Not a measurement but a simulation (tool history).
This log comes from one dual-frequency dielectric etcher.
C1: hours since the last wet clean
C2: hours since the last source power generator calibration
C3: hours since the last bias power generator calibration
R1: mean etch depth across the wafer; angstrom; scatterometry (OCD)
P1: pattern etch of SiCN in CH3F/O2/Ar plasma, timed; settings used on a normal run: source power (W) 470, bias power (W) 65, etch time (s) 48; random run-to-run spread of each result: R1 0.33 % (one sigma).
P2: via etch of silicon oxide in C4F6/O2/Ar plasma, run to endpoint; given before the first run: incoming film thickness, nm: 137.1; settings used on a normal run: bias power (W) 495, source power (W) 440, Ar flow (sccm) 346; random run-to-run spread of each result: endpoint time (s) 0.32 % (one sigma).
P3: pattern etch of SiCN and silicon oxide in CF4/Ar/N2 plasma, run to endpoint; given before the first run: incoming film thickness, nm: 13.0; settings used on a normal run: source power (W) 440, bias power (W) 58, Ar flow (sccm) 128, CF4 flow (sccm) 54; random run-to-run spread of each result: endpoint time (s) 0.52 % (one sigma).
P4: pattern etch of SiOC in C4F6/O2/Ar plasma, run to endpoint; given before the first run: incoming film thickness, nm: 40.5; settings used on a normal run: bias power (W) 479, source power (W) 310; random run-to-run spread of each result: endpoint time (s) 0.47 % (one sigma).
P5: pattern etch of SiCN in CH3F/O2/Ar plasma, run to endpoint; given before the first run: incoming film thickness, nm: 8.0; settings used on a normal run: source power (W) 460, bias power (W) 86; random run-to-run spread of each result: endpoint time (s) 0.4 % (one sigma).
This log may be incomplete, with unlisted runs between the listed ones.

run 1 hour=2.7 | process_that_ran=P1 source_power_(W)=470 bias_power_(W)=65 etch_time_(s)=48 | C1=170 C2=1266.1 C3=517.9 | R1=185.81
run 2 hour=6.4 | process_that_ran=P3 source_power_(W)=440 bias_power_(W)=58 Ar_flow_(sccm)=178 CF4_flow_(sccm)=54 | C1=173.7 C2=1269.8 C3=521.6 | endpoint_time_(s)=18.896
run 3 hour=8.8 | process_that_ran=P5 source_power_(W)=260 bias_power_(W)=86 | C1=176.1 C2=1272.2 C3=524 | endpoint_time_(s)=24.12
run 4 hour=11.1 | process_that_ran=P3 source_power_(W)=440 bias_power_(W)=58 Ar_flow_(sccm)=128 CF4_flow_(sccm)=54 | C1=178.4 C2=1274.5 C3=526.3 | endpoint_time_(s)=17.92
run 5 hour=14.4 | process_that_ran=P1 source_power_(W)=610 bias_power_(W)=65 etch_time_(s)=48 | C1=181.7 C2=1277.8 C3=529.6 | R1=204.75
run 6 hour=16.4 | process_that_ran=P2 source_power_(W)=440 bias_power_(W)=382 Ar_flow_(sccm)=346 | C1=183.7 C2=1279.8 C3=531.6 | endpoint_time_(s)=32.582
run 7 hour=20 | process_that_ran=P1 source_power_(W)=290 bias_power_(W)=54 etch_time_(s)=48 | C1=187.3 C2=1283.4 C3=535.2 | R1=144.72
run 8 hour=22.5 | process_that_ran=P1 source_power_(W)=470 bias_power_(W)=51 etch_time_(s)=48 | C1=189.8 C2=1285.9 C3=537.7 | R1=171.07
run 9 hour=26.1 | process_that_ran=P1 source_power_(W)=470 bias_power_(W)=65 etch_time_(s)=28.5 | C1=193.4 C2=1289.5 C3=541.3 | R1=110.11
run 10 hour=28 | process_that_ran=P5 source_power_(W)=460 bias_power_(W)=50 | C1=195.3 C2=1291.4 C3=543.2 | endpoint_time_(s)=23.433
run 11 hour=30.7 | process_that_ran=P1 source_power_(W)=470 bias_power_(W)=65 etch_time_(s)=68.5 | C1=198 C2=1294.1 C3=545.9 | R1=265.1
run 12 hour=33.1 | process_that_ran=P3 source_power_(W)=440 bias_power_(W)=58 Ar_flow_(sccm)=128 CF4_flow_(sccm)=73 | C1=200.4 C2=1296.5 C3=548.3 | endpoint_time_(s)=16.953
run 13 hour=35.5 | process_that_ran=P4 source_power_(W)=310 bias_power_(W)=479 | C1=202.8 C2=1298.9 C3=550.7 | endpoint_time_(s)=15.122
run 14 hour=39.4 | process_that_ran=P1 source_power_(W)=300 bias_power_(W)=65 etch_time_(s)=48 | C1=206.7 C2=1302.8 C3=554.6 | R1=155.98
run 15 hour=43.1 | process_that_ran=P4 source_power_(W)=180 bias_power_(W)=479 | C1=210.4 C2=1306.5 C3=558.3 | endpoint_time_(s)=18.589
run 16 hour=45.3 | process_that_ran=P2 source_power_(W)=440 bias_power_(W)=495 Ar_flow_(sccm)=245 | C1=212.6 C2=1308.7 C3=560.5 | endpoint_time_(s)=28.446
run 17 hour=47.4 | process_that_ran=P4 source_power_(W)=310 bias_power_(W)=626 | C1=214.7 C2=1310.8 C3=562.6 | endpoint_time_(s)=13.697
run 18 hour=50 | process_that_ran=P1 source_power_(W)=470 bias_power_(W)=65 etch_time_(s)=48 | C1=217.3 C2=1313.4 C3=565.2 | R1=184.15
run 19 hour=52.2 | process_that_ran=P5 source_power_(W)=460 bias_power_(W)=86 | C1=219.5 C2=1315.6 C3=567.4 | endpoint_time_(s)=19.437
-- hour=54.5 source power generator calibrated
run 20 hour=55.9 | process_that_ran=P1 source_power_(W)=470 bias_power_(W)=65 etch_time_(s)=48 | C1=223.2 C2=1.4 C3=571.1 | R1=185.45
run 21 hour=59.5 | process_that_ran=P1 source_power_(W)=470 bias_power_(W)=65 etch_time_(s)=48 | C1=226.8 C2=5 C3=574.7 | R1=184.72
run 22 hour=63.1 | process_that_ran=P2 source_power_(W)=440 bias_power_(W)=495 Ar_flow_(sccm)=346 | C1=230.4 C2=8.6 C3=578.3 | endpoint_time_(s)=29.723
run 23 hour=65.7 | process_that_ran=P1 source_power_(W)=470 bias_power_(W)=81 etch_time_(s)=48 | C1=233 C2=11.2 C3=580.9 | R1=199.88
run 24 hour=68.9 | process_that_ran=P1 source_power_(W)=470 bias_power_(W)=53 etch_time_(s)=27 | C1=236.2 C2=14.4 C3=584.1 | R1=98.097
-- hour=69.7 bias power generator calibrated
run 25 hour=73.1 | process_that_ran=P3 source_power_(W)=310 bias_power_(W)=58 Ar_flow_(sccm)=128 CF4_flow_(sccm)=54 | C1=240.4 C2=18.6 C3=3.5 | endpoint_time_(s)=24.074
run 26 hour=76.3 | process_that_ran=P1 source_power_(W)=470 bias_power_(W)=65 etch_time_(s)=48 | C1=243.6 C2=21.8 C3=6.7 | R1=184.51
run 27 hour=78.8 | process_that_ran=P2 source_power_(W)=580 bias_power_(W)=495 Ar_flow_(sccm)=346 | C1=246.1 C2=24.3 C3=9.2 | endpoint_time_(s)=26.853
run 28 hour=80.7 | process_that_ran=P3 source_power_(W)=440 bias_power_(W)=75 Ar_flow_(sccm)=128 CF4_flow_(sccm)=54 | C1=248 C2=26.2 C3=11.1 | endpoint_time_(s)=16.182
run 29 hour=84.4 | process_that_ran=P1 source_power_(W)=470 bias_power_(W)=65 etch_time_(s)=48 | C1=251.7 C2=29.9 C3=14.8 | R1=185.58
run 30 hour=88.5 | process_that_ran=P1 source_power_(W)=470 bias_power_(W)=65 etch_time_(s)=48 | C1=255.8 C2=34 C3=18.9 | R1=185
run 31 hour=92.6 | process_that_ran=P1 source_power_(W)=470 bias_power_(W)=65 etch_time_(s)=48 | C1=259.9 C2=38.1 C3=23 | R1=187.03
run 32 hour=96.4 | process_that_ran=P1 source_power_(W)=470 bias_power_(W)=65 etch_time_(s)=48 | C1=263.7 C2=41.9 C3=26.8 | R1=188.77
run 33 hour=99.3 | process_that_ran=P1 source_power_(W)=470 bias_power_(W)=65 etch_time_(s)=48 | C1=266.6 C2=44.8 C3=29.7 | R1=188.35
run 34 hour=102.5 | process_that_ran=P1 source_power_(W)=470 bias_power_(W)=65 etch_time_(s)=48 | C1=269.8 C2=48 C3=32.9 | R1=189.53
-- hour=103.3 wet clean of the chamber
run 35 hour=106.3 | process_that_ran=P1 source_power_(W)=470 bias_power_(W)=65 etch_time_(s)=48 | C1=3.1 C2=51.8 C3=36.7 | R1=187.88
run 36 hour=110.4 | process_that_ran=P1 source_power_(W)=470 bias_power_(W)=65 etch_time_(s)=48 | C1=7.2 C2=55.9 C3=40.8 | R1=188.19
run 37 hour=114.1 | process_that_ran=P1 source_power_(W)=470 bias_power_(W)=65 etch_time_(s)=48 | C1=10.9 C2=59.6 C3=44.5 | R1=189.31
run 38 hour=117.2 | process_that_ran=P1 source_power_(W)=470 bias_power_(W)=65 etch_time_(s)=48 | C1=14 C2=62.7 C3=47.6 | R1=186.86

Something has made what P1 gives creep away from where it was; the 2 causes below, each at its own stated size, fit the log equally well:
A: bias power that arrives over what is set, % = 4.93
B: source power that arrives over what is set, % = 4.44
At approximately hour 84.4, the process output began to creep.
Other possible causes, and why each is ruled out:
chamber walls in a state that raises the etch rate, %: serviced at hour 103.3, after the change had begun; the process did not return to its earlier output

Below are 4 check runs, each averaged over 5 wafers, with their results shown as question marks. Which of them would give clearly different results depending on which cause is behind the drift?
run check 1 hour=120.3 | process_that_ran=P3 source_power_(W)=440 bias_power_(W)=67 Ar_flow_(sccm)=128 CF4_flow_(sccm)=54 | endpoint_time_(s)=?
run check 2 hour=120.3 | process_that_ran=P2 source_power_(W)=570 bias_power_(W)=495 Ar_flow_(sccm)=263 | endpoint_time_(s)=?
run check 3 hour=120.3 | process_that_ran=P5 source_power_(W)=280 bias_power_(W)=86 | endpoint_time_(s)=?
run check 4 hour=120.3 | process_that_ran=P4 source_power_(W)=190 bias_power_(W)=612 | endpoint_time_(s)=?

How each check would come out, cause by cause:
check=check_1 result=endpoint_time_(s) if_A=16.581 if_B=16.245
check=check_2 result=endpoint_time_(s) if_A=25.667 if_B=25.708
check=check_3 result=endpoint_time_(s) if_A=22.901 if_B=22.948
check=check_4 result=endpoint_time_(s) if_A=16.128 if_B=16.183
Gap, in per cent, between the two causes that each check separates least, read from the result that separates them most: check 1 2.05 %; check 2 0.16 %; check 3 0.21 %; check 4 0.34 %
Check 1 tells the causes apart: in the others they would give nearly the same result.

Check 1 was then run and gave: endpoint time (s) 16.565. Which cause is it?

The correct cause is A, namely: bias power that arrives over what is set, %.
